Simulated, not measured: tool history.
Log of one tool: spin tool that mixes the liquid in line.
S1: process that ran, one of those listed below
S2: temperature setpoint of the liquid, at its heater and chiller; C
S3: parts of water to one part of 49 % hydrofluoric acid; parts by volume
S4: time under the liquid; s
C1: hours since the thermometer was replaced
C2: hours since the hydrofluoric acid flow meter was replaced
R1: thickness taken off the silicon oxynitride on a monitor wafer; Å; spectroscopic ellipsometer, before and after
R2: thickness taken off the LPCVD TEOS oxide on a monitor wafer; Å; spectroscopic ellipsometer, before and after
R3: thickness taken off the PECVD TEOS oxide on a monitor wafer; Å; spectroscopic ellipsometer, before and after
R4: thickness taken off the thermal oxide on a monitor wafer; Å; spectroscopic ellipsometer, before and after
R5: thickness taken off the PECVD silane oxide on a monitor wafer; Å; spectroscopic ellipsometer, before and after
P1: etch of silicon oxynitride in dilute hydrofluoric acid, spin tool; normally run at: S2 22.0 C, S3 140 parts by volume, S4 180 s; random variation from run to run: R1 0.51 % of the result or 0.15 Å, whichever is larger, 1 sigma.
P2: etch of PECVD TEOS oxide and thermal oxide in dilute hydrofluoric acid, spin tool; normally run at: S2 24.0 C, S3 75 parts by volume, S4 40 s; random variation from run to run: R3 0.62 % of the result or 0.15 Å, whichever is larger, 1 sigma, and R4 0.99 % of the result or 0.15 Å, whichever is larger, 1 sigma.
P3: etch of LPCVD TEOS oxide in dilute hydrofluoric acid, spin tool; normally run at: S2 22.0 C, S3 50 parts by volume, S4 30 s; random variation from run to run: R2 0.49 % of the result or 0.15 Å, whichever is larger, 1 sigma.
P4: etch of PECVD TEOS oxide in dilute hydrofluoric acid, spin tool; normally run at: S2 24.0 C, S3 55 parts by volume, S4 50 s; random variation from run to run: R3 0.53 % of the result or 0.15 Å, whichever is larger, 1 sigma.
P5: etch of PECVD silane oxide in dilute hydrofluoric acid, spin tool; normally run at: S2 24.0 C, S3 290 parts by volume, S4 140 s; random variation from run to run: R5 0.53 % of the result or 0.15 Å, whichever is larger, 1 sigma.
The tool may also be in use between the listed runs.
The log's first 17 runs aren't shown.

{"run": 18, "day": 11.054, "S1": "P1", "S2": 22.0, "S3": 140, "S4": 180, "C1": 445.8, "C2": 986.8, "R1": 41.922}
{"run": 19, "day": 11.562, "S1": "P1", "S2": 18.0, "S3": 140, "S4": 180, "C1": 458.0, "C2": 999.0, "R1": 35.072}
{"run": 20, "day": 12.271, "S1": "P4", "S2": 24.0, "S3": 55, "S4": 25, "C1": 475.0, "C2": 1016.0, "R3": 40.304}
{"run": 21, "day": 12.688, "S1": "P1", "S2": 22.0, "S3": 140, "S4": 180, "C1": 485.0, "C2": 1026.0, "R1": 42.695}
{"run": 22, "day": 13.458, "S1": "P1", "S2": 22.0, "S3": 140, "S4": 180, "C1": 503.5, "C2": 1044.5, "R1": 42.487}
{"run": 23, "day": 14.138, "S1": "P4", "S2": 24.0, "S3": 55, "S4": 50, "C1": 519.8, "C2": 1060.8, "R3": 80.275}
{"run": 24, "day": 14.633, "S1": "P2", "S2": 24.0, "S3": 20, "S4": 40, "C1": 531.7, "C2": 1072.7, "R3": 183.82, "R4": 102.21}
{"run": 25, "day": 15.354, "S1": "P2", "S2": 24.0, "S3": 75, "S4": 40, "C1": 549.0, "C2": 1090.0, "R3": 45.403, "R4": 25.044}
{"run": 26, "day": 15.992, "S1": "P1", "S2": 22.0, "S3": 140, "S4": 180, "C1": 564.3, "C2": 1105.3, "R1": 42.465}
{"run": 27, "day": 16.754, "S1": "P5", "S2": 24.0, "S3": 290, "S4": 140, "C1": 582.6, "C2": 1123.6, "R5": 93.808}
{"run": 28, "day": 17.517, "S1": "P1", "S2": 22.0, "S3": 240, "S4": 180, "C1": 600.9, "C2": 1141.9, "R1": 23.306}

The next listed run, before its measurement:
{"run": 29, "day": 18.233, "S1": "P4", "S2": 24.0, "S3": 20, "S4": 50, "C1": 618.1, "C2": 1159.1, "R3": "?"}

Run 29 gave R3 233.090 Å.

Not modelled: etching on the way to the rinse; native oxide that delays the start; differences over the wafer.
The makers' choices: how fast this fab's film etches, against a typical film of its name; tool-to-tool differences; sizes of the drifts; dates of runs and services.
